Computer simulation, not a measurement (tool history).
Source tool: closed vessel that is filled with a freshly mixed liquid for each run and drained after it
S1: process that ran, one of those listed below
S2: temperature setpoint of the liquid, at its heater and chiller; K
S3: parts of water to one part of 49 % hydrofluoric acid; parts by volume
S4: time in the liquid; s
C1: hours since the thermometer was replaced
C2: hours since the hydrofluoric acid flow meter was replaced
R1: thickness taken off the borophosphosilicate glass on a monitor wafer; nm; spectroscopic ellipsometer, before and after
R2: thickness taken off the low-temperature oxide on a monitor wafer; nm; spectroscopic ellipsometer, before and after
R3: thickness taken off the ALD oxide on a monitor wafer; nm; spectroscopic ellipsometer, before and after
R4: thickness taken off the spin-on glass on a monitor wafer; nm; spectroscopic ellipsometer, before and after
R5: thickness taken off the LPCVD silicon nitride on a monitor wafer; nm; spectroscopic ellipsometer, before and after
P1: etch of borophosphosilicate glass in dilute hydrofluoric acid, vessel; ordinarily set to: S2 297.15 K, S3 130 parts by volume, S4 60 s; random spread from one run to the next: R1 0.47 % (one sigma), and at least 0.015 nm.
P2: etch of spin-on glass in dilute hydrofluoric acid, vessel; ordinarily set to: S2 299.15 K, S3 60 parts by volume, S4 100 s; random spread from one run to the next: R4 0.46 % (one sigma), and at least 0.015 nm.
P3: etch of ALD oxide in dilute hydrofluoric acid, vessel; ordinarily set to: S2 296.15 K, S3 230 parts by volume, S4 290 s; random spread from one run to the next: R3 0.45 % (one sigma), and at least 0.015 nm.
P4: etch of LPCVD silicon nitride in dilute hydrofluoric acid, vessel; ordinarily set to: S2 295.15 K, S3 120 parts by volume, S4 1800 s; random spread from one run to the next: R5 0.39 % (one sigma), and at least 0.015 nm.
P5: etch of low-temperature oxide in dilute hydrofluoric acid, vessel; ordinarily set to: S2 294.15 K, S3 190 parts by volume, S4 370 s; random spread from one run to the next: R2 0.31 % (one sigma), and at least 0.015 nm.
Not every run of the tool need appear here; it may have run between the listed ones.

run 1 day=0.354 | S1=P1 S2=297.15 S3=130 S4=60 | C1=1289.8 C2=421.7 | R1=28.183
run 2 day=0.862 | S1=P5 S2=290.15 S3=190 S4=370 | C1=1302 C2=433.9 | R2=34.112
run 3 day=1.242 | S1=P3 S2=296.15 S3=230 S4=290 | C1=1311.1 C2=443 | R3=10.453
run 4 day=1.679 | S1=P1 S2=297.15 S3=130 S4=30 | C1=1321.6 C2=453.5 | R1=14.122
run 5 day=1.971 | S1=P1 S2=297.15 S3=130 S4=60 | C1=1328.6 C2=460.5 | R1=28.509
run 6 day=2.312 | S1=P5 S2=294.15 S3=190 S4=575 | C1=1336.8 C2=468.7 | R2=62.082
run 7 day=2.833 | S1=P1 S2=297.15 S3=130 S4=60 | C1=1349.3 C2=481.2 | R1=28.241
run 8 day=3.208 | S1=P2 S2=299.15 S3=60 S4=100 | C1=1358.3 C2=490.2 | R4=47.764
run 9 day=3.617 | S1=P4 S2=290.65 S3=120 S4=1800 | C1=1368.1 C2=500 | R5=4.8585
run 10 day=4.154 | S1=P5 S2=294.15 S3=45 S4=370 | C1=1381 C2=512.9 | R2=198.33
run 11 day=4.667 | S1=P4 S2=295.15 S3=195 S4=1800 | C1=1393.3 C2=525.2 | R5=4.0952
run 12 day=5.2 | S1=P4 S2=295.15 S3=120 S4=2930 | C1=1406.1 C2=538 | R5=10.737
run 13 day=5.833 | S1=P2 S2=295.15 S3=60 S4=100 | C1=1421.3 C2=553.2 | R4=40.409
run 14 day=6.454 | S1=P1 S2=297.15 S3=30 S4=30 | C1=1436.2 C2=568.1 | R1=69.081
run 15 day=7.104 | S1=P1 S2=301.65 S3=130 S4=60 | C1=1451.8 C2=583.7 | R1=33.627
run 16 day=7.4 | S1=P5 S2=294.15 S3=190 S4=370 | C1=1458.9 C2=590.8 | R2=39.892
run 17 day=8.046 | S1=P3 S2=296.15 S3=230 S4=535 | C1=1474.4 C2=606.3 | R3=19.332
run 18 day=8.567 | S1=P3 S2=301.15 S3=230 S4=290 | C1=1486.9 C2=618.8 | R3=12.574
-- day=8.983 thermometer replaced
run 19 day=9.017 | S1=P3 S2=296.15 S3=60 S4=290 | C1=0.8 C2=629.6 | R3=48.98
run 20 day=9.362 | S1=P1 S2=297.15 S3=130 S4=105 | C1=9.1 C2=637.9 | R1=49.301
run 21 day=9.8 | S1=P1 S2=297.15 S3=200 S4=60 | C1=19.6 C2=648.4 | R1=16.947

Expected results for the next run?
run 22 day=10.167 | S1=P2 S2=299.15 S3=60 S4=30 | C1=28.4 C2=657.2 | R4=?

R4: 14.356 nm
